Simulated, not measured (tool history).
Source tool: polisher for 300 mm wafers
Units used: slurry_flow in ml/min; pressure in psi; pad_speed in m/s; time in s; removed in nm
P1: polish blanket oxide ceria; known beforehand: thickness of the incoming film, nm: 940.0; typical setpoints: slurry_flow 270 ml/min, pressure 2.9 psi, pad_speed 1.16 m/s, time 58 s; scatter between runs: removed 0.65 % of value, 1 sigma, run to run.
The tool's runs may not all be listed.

run	day	slurry_flow	pressure	pad_speed	time	removed
1	0.104	270	2.9	1.16	58	335.11
2	0.192	270	2.9	1.16	26	150.92
3	0.283	270	2.0	1.16	58	231.66
4	0.429	270	2.9	1.16	85	493.69
# day 0.546: slurry nozzle cleaned
5	0.554	160	2.9	1.16	58	316.75
6	0.683	270	2.9	1.16	58	334.42
7	0.825	270	4.0	1.16	58	464.23
8	0.938	270	2.9	0.76	58	219.34
9	1.071	380	2.9	1.16	58	341.63
10	1.196	270	3.9	1.50	58	583.82
11	1.296	270	2.9	1.80	58	521.16
12	1.471	270	2.9	1.16	58	334.69
13	1.629	270	2.9	1.16	58	336.60

Expected results for the next run?
14	1.754	270	2.9	1.16	58	?

{"run 14": {"removed": 337.65}}

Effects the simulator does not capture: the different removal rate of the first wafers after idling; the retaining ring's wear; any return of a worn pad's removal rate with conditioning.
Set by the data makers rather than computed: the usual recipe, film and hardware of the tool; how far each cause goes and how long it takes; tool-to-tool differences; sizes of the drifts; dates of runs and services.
